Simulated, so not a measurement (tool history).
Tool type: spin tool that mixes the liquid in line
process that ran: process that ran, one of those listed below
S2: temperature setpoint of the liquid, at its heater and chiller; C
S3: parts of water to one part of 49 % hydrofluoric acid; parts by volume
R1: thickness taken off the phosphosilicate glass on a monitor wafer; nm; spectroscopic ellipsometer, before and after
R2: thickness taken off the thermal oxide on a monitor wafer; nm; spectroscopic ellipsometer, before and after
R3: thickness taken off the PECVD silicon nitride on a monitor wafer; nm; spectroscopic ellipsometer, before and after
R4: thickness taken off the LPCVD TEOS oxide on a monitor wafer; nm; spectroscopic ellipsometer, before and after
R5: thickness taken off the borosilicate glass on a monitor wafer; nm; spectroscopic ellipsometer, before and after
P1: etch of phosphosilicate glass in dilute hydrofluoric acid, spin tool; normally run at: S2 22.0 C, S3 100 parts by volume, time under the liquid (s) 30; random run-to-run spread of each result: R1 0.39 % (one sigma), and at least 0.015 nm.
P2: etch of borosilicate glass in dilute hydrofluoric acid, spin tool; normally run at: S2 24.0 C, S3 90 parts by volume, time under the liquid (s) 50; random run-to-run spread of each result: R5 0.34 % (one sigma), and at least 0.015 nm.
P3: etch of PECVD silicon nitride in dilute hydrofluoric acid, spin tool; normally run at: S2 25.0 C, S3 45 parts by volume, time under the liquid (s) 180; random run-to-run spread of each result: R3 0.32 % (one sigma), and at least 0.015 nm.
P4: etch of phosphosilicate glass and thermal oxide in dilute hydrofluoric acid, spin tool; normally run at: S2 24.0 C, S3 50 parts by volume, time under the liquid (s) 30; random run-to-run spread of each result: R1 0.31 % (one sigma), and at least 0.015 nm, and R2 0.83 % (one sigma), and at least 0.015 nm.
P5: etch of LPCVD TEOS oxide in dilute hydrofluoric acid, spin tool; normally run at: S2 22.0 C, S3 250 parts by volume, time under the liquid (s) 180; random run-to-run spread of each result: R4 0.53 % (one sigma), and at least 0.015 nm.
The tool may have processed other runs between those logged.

{"run": 1, "hour": 15.9, "process that ran": "P1", "S2": 22.0, "S3": 100, "time under the liquid (s)": 30, "R1": 21.929}
{"run": 2, "hour": 32.1, "process that ran": "P1", "S2": 17.0, "S3": 30, "time under the liquid (s)": 30, "R1": 64.402}
{"run": 3, "hour": 47.2, "process that ran": "P4", "S2": 24.0, "S3": 50, "time under the liquid (s)": 30, "R1": 63.757, "R2": 2.9053}
{"run": 4, "hour": 57.5, "process that ran": "P3", "S2": 25.0, "S3": 45, "time under the liquid (s)": 180, "R3": 7.0833}
{"run": 5, "hour": 72.4, "process that ran": "P5", "S2": 22.0, "S3": 250, "time under the liquid (s)": 180, "R4": 24.16}
{"run": 6, "hour": 87.1, "process that ran": "P5", "S2": 22.0, "S3": 355, "time under the liquid (s)": 180, "R4": 15.254}
{"run": 7, "hour": 102.7, "process that ran": "P1", "S2": 25.5, "S3": 100, "time under the liquid (s)": 30, "R1": 25.356}
{"run": 8, "hour": 110.5, "process that ran": "P4", "S2": 24.0, "S3": 50, "time under the liquid (s)": 30, "R1": 63.903, "R2": 2.9255}
{"run": 9, "hour": 118.8, "process that ran": "P4", "S2": 17.0, "S3": 50, "time under the liquid (s)": 30, "R1": 47.238, "R2": 2.1631}
{"run": 10, "hour": 134.2, "process that ran": "P4", "S2": 24.0, "S3": 50, "time under the liquid (s)": 15, "R1": 31.771, "R2": 1.4477}
{"run": 11, "hour": 148.6, "process that ran": "P3", "S2": 25.0, "S3": 20, "time under the liquid (s)": 180, "R3": 15.561}
{"run": 12, "hour": 165.1, "process that ran": "P1", "S2": 22.0, "S3": 100, "time under the liquid (s)": 15, "R1": 11.076}
{"run": 13, "hour": 176.8, "process that ran": "P1", "S2": 17.0, "S3": 100, "time under the liquid (s)": 15, "R1": 8.9392}
{"run": 14, "hour": 189.2, "process that ran": "P1", "S2": 22.0, "S3": 20, "time under the liquid (s)": 30, "R1": 121.64}
{"run": 15, "hour": 196.5, "process that ran": "P5", "S2": 22.0, "S3": 250, "time under the liquid (s)": 180, "R4": 23.99}
{"run": 16, "hour": 211.5, "process that ran": "P2", "S2": 24.0, "S3": 90, "time under the liquid (s)": 75, "R5": 30.919}
{"run": 17, "hour": 224.1, "process that ran": "P1", "S2": 22.0, "S3": 100, "time under the liquid (s)": 30, "R1": 22.017}
{"run": 18, "hour": 232.0, "process that ran": "P1", "S2": 22.0, "S3": 100, "time under the liquid (s)": 30, "R1": 22.101}
{"run": 19, "hour": 246.6, "process that ran": "P2", "S2": 24.0, "S3": 90, "time under the liquid (s)": 50, "R5": 20.541}
{"run": 20, "hour": 257.6, "process that ran": "P3", "S2": 25.0, "S3": 45, "time under the liquid (s)": 270, "R3": 10.627}
{"run": 21, "hour": 270.9, "process that ran": "P5", "S2": 22.0, "S3": 250, "time under the liquid (s)": 360, "R4": 47.973}
{"run": 22, "hour": 283.0, "process that ran": "P1", "S2": 22.0, "S3": 100, "time under the liquid (s)": 60, "R1": 43.93}
{"run": 23, "hour": 298.7, "process that ran": "P4", "S2": 24.0, "S3": 85, "time under the liquid (s)": 30, "R1": 35.766, "R2": 1.6599}
{"run": 24, "hour": 308.6, "process that ran": "P2", "S2": 24.0, "S3": 90, "time under the liquid (s)": 50, "R5": 20.531}
{"run": 25, "hour": 323.8, "process that ran": "P1", "S2": 17.0, "S3": 155, "time under the liquid (s)": 30, "R1": 11.04}
{"run": 26, "hour": 340.1, "process that ran": "P2", "S2": 24.0, "S3": 140, "time under the liquid (s)": 50, "R5": 12.513}
{"run": 27, "hour": 353.7, "process that ran": "P1", "S2": 22.0, "S3": 140, "time under the liquid (s)": 30, "R1": 14.989}
{"run": 28, "hour": 364.5, "process that ran": "P2", "S2": 30.0, "S3": 90, "time under the liquid (s)": 50, "R5": 25.972}
{"run": 29, "hour": 371.8, "process that ran": "P5", "S2": 17.0, "S3": 250, "time under the liquid (s)": 180, "R4": 19.811}
{"run": 30, "hour": 387.8, "process that ran": "P1", "S2": 17.0, "S3": 100, "time under the liquid (s)": 30, "R1": 17.823}
{"run": 31, "hour": 402.0, "process that ran": "P1", "S2": 22.0, "S3": 100, "time under the liquid (s)": 30, "R1": 22.061}
{"run": 32, "hour": 411.6, "process that ran": "P3", "S2": 17.0, "S3": 45, "time under the liquid (s)": 180, "R3": 4.0819}
{"run": 33, "hour": 419.9, "process that ran": "P1", "S2": 22.0, "S3": 100, "time under the liquid (s)": 30, "R1": 21.987}
{"run": 34, "hour": 432.6, "process that ran": "P1", "S2": 22.0, "S3": 100, "time under the liquid (s)": 30, "R1": 22.583}
{"run": 35, "hour": 447.4, "process that ran": "P1", "S2": 22.0, "S3": 100, "time under the liquid (s)": 30, "R1": 23.157}
{"run": 36, "hour": 458.9, "process that ran": "P1", "S2": 22.0, "S3": 100, "time under the liquid (s)": 30, "R1": 23.077}
{"run": 37, "hour": 474.6, "process that ran": "P1", "S2": 22.0, "S3": 100, "time under the liquid (s)": 30, "R1": 23.248}
{"run": 38, "hour": 483.4, "process that ran": "P1", "S2": 22.0, "S3": 100, "time under the liquid (s)": 30, "R1": 23.233}
{"run": 39, "hour": 492.4, "process that ran": "P1", "S2": 22.0, "S3": 100, "time under the liquid (s)": 30, "R1": 23.303}
{"run": 40, "hour": 504.0, "process that ran": "P1", "S2": 22.0, "S3": 100, "time under the liquid (s)": 30, "R1": 23.298}
{"run": 41, "hour": 518.5, "process that ran": "P1", "S2": 22.0, "S3": 100, "time under the liquid (s)": 30, "R1": 23.344}
{"run": 42, "hour": 526.7, "process that ran": "P1", "S2": 22.0, "S3": 100, "time under the liquid (s)": 30, "R1": 23.531}

Something has made what P1 gives creep away from where it was; the 2 causes below, each at its own stated size, fit the log equally well:
A: hydrofluoric acid flow above the setpoint (%) = 5.67
B: liquid hotter than its thermometer reads (K) = 1.54
The onset of the drift is placed at about hour 419.9.

Question marks stand in for the results of the 4 check runs listed below, each run on one wafer. Under which run would the listed causes show clearly different results?
{"run": "check 1", "hour": 534.9, "process that ran": "P4", "S2": 24.0, "S3": 50, "time under the liquid (s)": 30, "R1": "?", "R2": "?"}
{"run": "check 2", "hour": 534.9, "process that ran": "P3", "S2": 25.0, "S3": 45, "time under the liquid (s)": 180, "R3": "?"}
{"run": "check 3", "hour": 534.9, "process that ran": "P2", "S2": 24.0, "S3": 90, "time under the liquid (s)": 50, "R5": "?"}
{"run": "check 4", "hour": 534.9, "process that ran": "P5", "S2": 22.0, "S3": 250, "time under the liquid (s)": 180, "R4": "?"}

Check results expected under each cause:
check=check_1 result=R1 if_A=67.6640 if_B=67.9580
check=check_1 result=R2 if_A=3.0974 if_B=3.1109
check=check_2 result=R3 if_A=7.4844 if_B=7.8599
check=check_3 result=R5 if_A=21.898 if_B=21.894
check=check_4 result=R4 if_A=25.807 if_B=25.490
How far apart the two closest causes lie, in the result that separates them most: check 1 0.43 %; check 2 4.89 %; check 3 0.02 %; check 4 1.24 %
The other checks would show nearly matching results whichever cause is true, so check 2 is the only one that separates the causes.

Here is what check 2 returned: R3 7.8571 nm. Which cause is it?

It is B: liquid hotter than its thermometer reads (K).
